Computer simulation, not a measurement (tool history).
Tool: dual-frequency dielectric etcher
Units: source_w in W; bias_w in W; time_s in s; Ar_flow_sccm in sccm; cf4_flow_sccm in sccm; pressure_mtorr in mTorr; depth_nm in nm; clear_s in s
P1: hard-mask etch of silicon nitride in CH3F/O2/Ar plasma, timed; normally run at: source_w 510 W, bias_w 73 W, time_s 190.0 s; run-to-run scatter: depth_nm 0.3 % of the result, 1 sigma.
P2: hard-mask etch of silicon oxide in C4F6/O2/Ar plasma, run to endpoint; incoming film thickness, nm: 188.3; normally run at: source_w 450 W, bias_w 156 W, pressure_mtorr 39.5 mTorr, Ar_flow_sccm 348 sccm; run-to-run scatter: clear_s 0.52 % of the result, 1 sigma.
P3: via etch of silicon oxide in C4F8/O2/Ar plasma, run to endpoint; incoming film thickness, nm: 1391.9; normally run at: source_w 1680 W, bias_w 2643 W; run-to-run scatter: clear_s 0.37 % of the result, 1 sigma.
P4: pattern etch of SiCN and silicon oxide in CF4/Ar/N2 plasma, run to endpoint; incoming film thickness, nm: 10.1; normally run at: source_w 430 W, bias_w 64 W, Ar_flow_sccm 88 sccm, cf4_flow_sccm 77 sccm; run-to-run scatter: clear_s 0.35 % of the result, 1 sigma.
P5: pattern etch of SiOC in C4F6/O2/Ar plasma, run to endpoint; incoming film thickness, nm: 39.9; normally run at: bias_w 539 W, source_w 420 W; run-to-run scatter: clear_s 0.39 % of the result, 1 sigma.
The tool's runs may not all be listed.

run	hour	process	source_w	bias_w	time_s	Ar_flow_sccm	cf4_flow_sccm	pressure_mtorr	hours since the last wet clean	hours since the last source power generator calibration	hours since the last bias power generator calibration	depth_nm	clear_s
1	8.0	P1	510	73	190.0				319.6	917.6	1093.9	151.830	
2	15.5	P4	430	64		107	77		327.1	925.1	1101.4		12.684
3	26.2	P1	510	73	190.0				337.8	935.8	1112.1	151.200	
4	34.5	P1	510	73	266.0				346.1	944.1	1120.4	211.610	
5	43.6	P4	320	64		88	77		355.2	953.2	1129.5		15.930
6	51.2	P1	510	45	190.0				362.8	960.8	1137.1	129.990	
7	58.5	P1	510	73	119.5				370.1	968.1	1144.4	95.827	
8	69.7	P2	450	200		348		39.5	381.3	979.3	1155.6		56.236
9	78.6	P2	450	156		253		39.5	390.2	988.2	1164.5		58.732
10	86.0	P2	450	156		348		39.5	397.6	995.6	1171.9		60.470
11	95.0	P1	510	92	190.0				406.6	1004.6	1180.9	164.240	
12	101.6	P1	510	73	190.0				413.2	1011.2	1187.5	151.380	
13	107.9	P1	510	96	234.5				419.5	1017.5	1193.8	205.540	
14	115.4	P4	430	64		88	77		427.0	1025.0	1201.3		12.264
15	127.8	P4	430	38		88	77		439.4	1037.4	1213.7		14.444
16	136.2	P1	620	73	190.0				447.8	1045.8	1222.1	162.720	
17	144.8	P2	450	156		348		56.0	456.4	1054.4	1230.7		63.577
18	156.6	P1	510	73	190.0				468.2	1066.2	1242.5	151.330	
19	162.1	P3	2300	2643					473.7	1071.7	1248.0		238.270
20	169.2	P1	400	73	190.0				480.8	1078.8	1255.1	137.520	
21	180.2	P2	280	156		348		39.5	491.8	1089.8	1266.1		73.726
22	190.8	P5	300	539					502.4	1100.4	1276.7		14.527
23	201.1	P3	1680	3570					512.7	1110.7	1287.0		244.590
24	210.4	P1	510	73	190.0				522.0	1120.0	1296.3	151.130	
25	222.0	P4	430	64		88	101		533.6	1131.6	1307.9		11.845
26	228.5	P5	420	693					540.1	1138.1	1314.4		11.725
27	240.6	P3	1680	2643					552.2	1150.2	1326.5		267.360
28	251.2	P5	420	539					562.8	1160.8	1337.1		12.836
29	257.0	P2	450	156		348		39.5	568.6	1166.6	1342.9		60.762
30	266.5	P5	420	539					578.1	1176.1	1352.4		12.937
31	274.1	P4	430	64		88	77		585.7	1183.7	1360.0		12.301
32	285.2	P1	510	73	190.0				596.8	1194.8	1371.1	151.350	
33	297.0	P1	510	73	190.0				608.6	1206.6	1382.9	151.400	
34	306.7	P1	510	73	190.0				618.3	1216.3	1392.6	151.950	
35	317.3	P1	510	73	190.0				628.9	1226.9	1403.2	153.320	
36	324.2	P1	510	73	190.0				635.8	1233.8	1410.1	153.710	

Run 37 comes next. What will it give?
37	330.6	P1	510	73	190.0				642.2	1240.2	1416.5	?	

{"run 37": {"depth_nm": 154.18}}

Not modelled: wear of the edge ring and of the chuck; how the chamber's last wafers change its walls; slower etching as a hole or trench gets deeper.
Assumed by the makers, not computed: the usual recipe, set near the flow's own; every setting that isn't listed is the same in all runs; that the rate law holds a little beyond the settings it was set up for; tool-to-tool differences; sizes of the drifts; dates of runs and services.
